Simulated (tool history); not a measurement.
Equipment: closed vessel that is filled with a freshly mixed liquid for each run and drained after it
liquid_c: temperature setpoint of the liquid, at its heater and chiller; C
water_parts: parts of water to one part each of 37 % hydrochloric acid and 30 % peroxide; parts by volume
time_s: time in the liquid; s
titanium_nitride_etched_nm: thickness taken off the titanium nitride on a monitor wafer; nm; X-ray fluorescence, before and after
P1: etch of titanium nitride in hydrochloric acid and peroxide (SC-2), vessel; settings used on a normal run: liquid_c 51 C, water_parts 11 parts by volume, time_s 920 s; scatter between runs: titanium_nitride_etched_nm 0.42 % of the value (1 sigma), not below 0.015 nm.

| run | day | liquid_c | water_parts | time_s | hours since the thermometer was replaced | hours since the chemicals flow meter was replaced | hours since the drum of peroxide was connected | titanium_nitride_etched_nm |
|---|---|---|---|---|---|---|---|---|
| 1 | 0.175 | 51 | 11 | 920 | 333.8 | 911.9 | 387.1 | 13.653 |
|  | 0.308 | thermometer replaced |
| 2 | 0.329 | 51 | 11 | 1730 | 0.5 | 915.6 | 390.8 | 25.667 |
| 3 | 0.446 | 51 | 11 | 920 | 3.3 | 918.4 | 393.6 | 13.669 |
| 4 | 0.638 | 51 | 4 | 920 | 7.9 | 923 | 398.2 | 29.591 |
| 5 | 0.804 | 51 | 11 | 920 | 11.9 | 927 | 402.2 | 13.601 |
| 6 | 0.933 | 51 | 11 | 920 | 15 | 930.1 | 405.3 | 13.545 |
| 7 | 1.15 | 51 | 11 | 60 | 20.2 | 935.3 | 410.5 | 0.89376 |
| 8 | 1.258 | 43.5 | 11 | 920 | 22.8 | 937.9 | 413.1 | 8.0996 |
| 9 | 1.396 | 61.5 | 11 | 920 | 26.1 | 941.2 | 416.4 | 26.798 |
| 10 | 1.562 | 51 | 11 | 920 | 30.1 | 945.2 | 420.4 | 13.569 |
| 11 | 1.75 | 51 | 19.5 | 920 | 34.6 | 949.7 | 424.9 | 8.1876 |
| 12 | 1.875 | 51 | 11 | 920 | 37.6 | 952.7 | 427.9 | 13.741 |
| 13 | 2.033 | 51 | 7 | 335 | 41.4 | 956.5 | 431.7 | 7.1287 |
| 14 | 2.179 | 51 | 11 | 920 | 44.9 | 960 | 435.2 | 13.644 |
| 15 | 2.4 | 51 | 11 | 920 | 50.2 | 965.3 | 440.5 | 14.169 |
| 16 | 2.542 | 51 | 11 | 920 | 53.6 | 968.7 | 443.9 | 14.462 |
| 17 | 2.667 | 51 | 11 | 920 | 56.6 | 971.7 | 446.9 | 14.58 |
| 18 | 2.829 | 51 | 11 | 920 | 60.5 | 975.6 | 450.8 | 14.752 |
| 19 | 2.979 | 51 | 11 | 920 | 64.1 | 979.2 | 454.4 | 14.79 |
| 20 | 3.1 | 51 | 11 | 920 | 67 | 982.1 | 457.3 | 14.865 |
| 21 | 3.283 | 51 | 11 | 920 | 71.4 | 986.5 | 461.7 | 14.834 |
| 22 | 3.421 | 51 | 11 | 920 | 74.7 | 989.8 | 465 | 14.815 |
| 23 | 3.65 | 51 | 11 | 920 | 80.2 | 995.3 | 470.5 | 14.834 |
| 24 | 3.758 | 51 | 11 | 920 | 82.8 | 997.9 | 473.1 | 14.946 |
| 25 | 3.921 | 51 | 11 | 920 | 86.7 | 1001.8 | 477 | 14.952 |

P1 has crept away from where it was. The log is fitted equally well by each of these 2 causes, at the sizes shown:
A: chemicals flow above the setpoint (%) = 11.7
B: liquid hotter than its thermometer reads (K) = 1.42
The process output started creeping at around day 2.179.
What rules out each remaining cause:
peroxide weaker than its label (%): can reach only 8, and even then titanium_nitride_etched_nm would move by -7.4 %, too little or the wrong way

4 check runs are offered, each on 2 wafers whose results are averaged, their results left as question marks. Which one tells the causes apart?
| check 1 | 4.083 | 51 | 11 | 440 |  |  |  | ? |
| check 2 | 4.083 | 59 | 11 | 1565 |  |  |  | ? |
| check 3 | 4.083 | 51 | 19 | 1580 |  |  |  | ? |
| check 4 | 4.083 | 51 | 4 | 920 |  |  |  | ? |

What each check would give under each cause:
| check | result | if A | if B |
|---|---|---|---|
| check 1 | titanium_nitride_etched_nm | 7.155 | 7.1614 |
| check 2 | titanium_nitride_etched_nm | 42.693 | 42.541 |
| check 3 | titanium_nitride_etched_nm | 16.013 | 15.919 |
| check 4 | titanium_nitride_etched_nm | 31.76 | 32.443 |
Separation of the two closest causes in each check, using whichever result separates them best: check 1 0.09 %; check 2 0.36 %; check 3 0.59 %; check 4 2.13 %
Check 4 distinguishes between the causes, while the remaining checks would return nearly the same result for all of them.

Check 4 was carried out, with these results: titanium_nitride_etched_nm 31.696 nm. Which of the listed causes is responsible?

A is the cause: chemicals flow above the setpoint (%).
